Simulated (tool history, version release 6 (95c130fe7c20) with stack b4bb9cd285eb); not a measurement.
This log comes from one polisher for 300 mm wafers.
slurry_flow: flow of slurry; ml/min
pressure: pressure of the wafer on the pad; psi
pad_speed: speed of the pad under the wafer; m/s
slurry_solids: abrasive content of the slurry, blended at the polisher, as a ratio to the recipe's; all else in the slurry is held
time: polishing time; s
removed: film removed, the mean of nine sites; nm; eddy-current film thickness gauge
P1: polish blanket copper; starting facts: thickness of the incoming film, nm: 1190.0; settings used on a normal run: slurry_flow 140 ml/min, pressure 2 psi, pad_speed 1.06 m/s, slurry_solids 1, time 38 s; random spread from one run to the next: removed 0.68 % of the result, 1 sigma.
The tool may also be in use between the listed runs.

run	day	slurry_flow	pressure	pad_speed	slurry_solids	time	wafers polished on this pad	hours since the slurry nozzle was cleaned	hours since the head pressure was calibrated	hours since the slurry blender was calibrated	removed
1	0.221	140	2	1.06	1	38	219	541.3	142.5	18.4	90.021
2	0.425	140	2	1.06	1	38	292	546.2	147.4	23.3	91.043
3	0.6	140	2.7	1.06	1	38	355	550.4	151.6	27.5	120.32
4	0.779	140	2	1.06	1	38	420	554.7	155.9	31.8	90.944
5	1.05	140	2.8	1.06	1	48	518	561.2	162.4	38.3	159.47
6	1.212	140	1	1.06	1	38	576	565.1	166.3	42.2	45.067
7	1.504	210	2	1.06	1	38	681	572.1	173.3	49.2	95.919
8	1.7	140	2.8	1.06	1	53	752	576.8	178	53.9	175.13
9	2.004	140	2	1.06	1	17	862	584.1	185.3	61.2	40.17
10	2.175	140	2	1.06	1	53	923	588.2	189.4	65.3	126.53
11	2.425	90	2	1.06	1	38	1013	594.2	195.4	71.3	81.567
12	2.671	140	2	1.4	1	38	1102	600.1	201.3	77.2	119.16
13	2.929	140	2	1.06	1.45	38	1195	606.3	207.5	83.4	97.252
14	3.158	140	2	1.06	1	38	1278	611.8	213	88.9	90.106
15	3.404	140	2	1.06	1	38	1366	617.7	218.9	94.8	89.787
16	3.658	140	1.1	1.06	0.75	38	1458	623.8	225	100.9	46.409
17	3.85	140	2	1.06	0.55	38	1527	628.4	229.6	105.5	79.456
18	4.142	140	2	0.48	1	38	1632	635.4	236.6	112.5	40.641
19	4.408	140	2	1.06	1	38	1728	641.8	243	118.9	89.625
20	4.658	140	2	1.06	1	38	1819	647.8	249	124.9	85.116
21	4.988	140	2	1.06	1	38	1937	655.7	256.9	132.8	81.634
# day 5.008: worn pad replaced by a new one
# day 5.021: slurry blender recalibrated
22	5.196	140	2	1.06	1	38	68	660.7	261.9	4.3	81.679
23	5.483	140	2	1.06	1	38	172	667.6	268.8	11.2	81.103

Estimate the outcome of run 24 from the log above:
24	5.633	140	2	1.06	1	38	226	671.2	272.4	14.8	?

removed: 80.204 nm

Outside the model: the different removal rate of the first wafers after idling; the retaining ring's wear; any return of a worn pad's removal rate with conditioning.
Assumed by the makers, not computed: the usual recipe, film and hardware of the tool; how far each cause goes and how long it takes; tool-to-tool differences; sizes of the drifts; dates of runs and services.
